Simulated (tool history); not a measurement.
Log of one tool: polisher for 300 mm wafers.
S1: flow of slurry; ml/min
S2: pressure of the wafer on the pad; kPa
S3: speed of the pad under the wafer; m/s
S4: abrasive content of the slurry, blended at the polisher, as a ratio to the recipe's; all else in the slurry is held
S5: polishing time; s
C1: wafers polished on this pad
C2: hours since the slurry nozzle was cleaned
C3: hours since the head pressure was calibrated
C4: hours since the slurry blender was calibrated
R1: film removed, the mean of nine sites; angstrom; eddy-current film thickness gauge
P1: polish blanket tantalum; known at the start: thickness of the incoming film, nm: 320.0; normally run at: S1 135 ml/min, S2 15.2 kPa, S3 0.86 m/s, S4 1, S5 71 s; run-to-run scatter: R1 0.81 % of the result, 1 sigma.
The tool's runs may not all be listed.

run   hour   S1    S2    S3    S4   S5    C1     C2     C3     C4      R1
  1    8.4  135  15.2  0.86     1   71   570  144.7  130.1   80.8  1315.7
  2   16.7  135  15.2  0.86     1   71   671    153  138.4   89.1  1290.4
  3   26.3  135  15.2  0.38     1   71   789  162.6    148   98.7  579.28
  4   31.7   85  15.2  0.86     1   71   855    168  153.4  104.1  1169.5
  5     41  135  15.2  0.86     1   71   970  177.3  162.7  113.4    1304
  6   49.2  135  15.2  0.86     1   36  1070  185.5  170.9  121.6  661.51
  7   59.3  135  10.3  0.86     1   71  1194  195.6    181  131.7  879.06
  8   65.7  135  15.2  0.86   1.4   71  1273    202  187.4  138.1  1402.1
  9     75  105  15.2  0.86  0.55   71  1387  211.3  196.7  147.4  989.94
 10   80.4  135  15.2  0.86     1  104  1453  216.7  202.1  152.8  1883.4
 11   86.4  135  15.2  0.86  1.35   49  1527  222.7  208.1  158.8  968.97
 12   95.2  205  15.2  0.86     1   71  1635  231.5  216.9  167.6  1380.1
 13  103.3  135  15.2  0.86     1   71  1734  239.6    225  175.7  1298.8
 14  109.7  135  24.1  0.86     1   71  1813    246  231.4  182.1  2073.6
 15  119.7  135  15.2  0.86     1   71  1935    256  241.4  192.1  1306.2
 16  127.4  135  15.2  0.86     1   71  2030  263.7  249.1  199.8  1306.2
 17  137.5  135  15.2  1.36     1   71  2154  273.8  259.2  209.9  2059.9
 18  143.1  135  15.2  0.86  0.55   71  2222  279.4  264.8  215.5  1068.7
 19  153.4  135  15.2  0.86     1   71  2349  289.7  275.1  225.8  1302.8
 20  161.1  135  15.2  0.86     1   71  2443  297.4  282.8  233.5  1268.9
 21  171.1  135  15.2  0.86     1   71  2566  307.4  292.8  243.5  1250.6
 22  179.1  135  15.2  0.86     1   71  2664  315.4  300.8  251.5  1227.7
 23  185.3  135  15.2  0.86     1   71  2740  321.6    307  257.7  1225.2
     186.6  -- head pressure recalibrated
     192.2  -- slurry nozzle cleaned
 24  195.7  135  15.2  0.86     1   71  2868    3.6    9.2  268.1  1195.9
 25  204.6  135  15.2  0.86     1   71  2977   12.5   18.1    277  1193.8
 26  211.4  135  15.2  0.86     1   71  3060   19.3   24.9  283.8  1204.9
 27  217.1  135  15.2  0.86     1   71  3130     25   30.6  289.5  1188.8
 28  223.4  135  15.2  0.86     1   71  3208   31.3   36.9  295.8  1175.7

Forecast run 29:
 29  230.9  135  15.2  0.86   1  71  3300  38.8  44.4  303.3   ?

{"run 29": {"R1": 1174.4}}
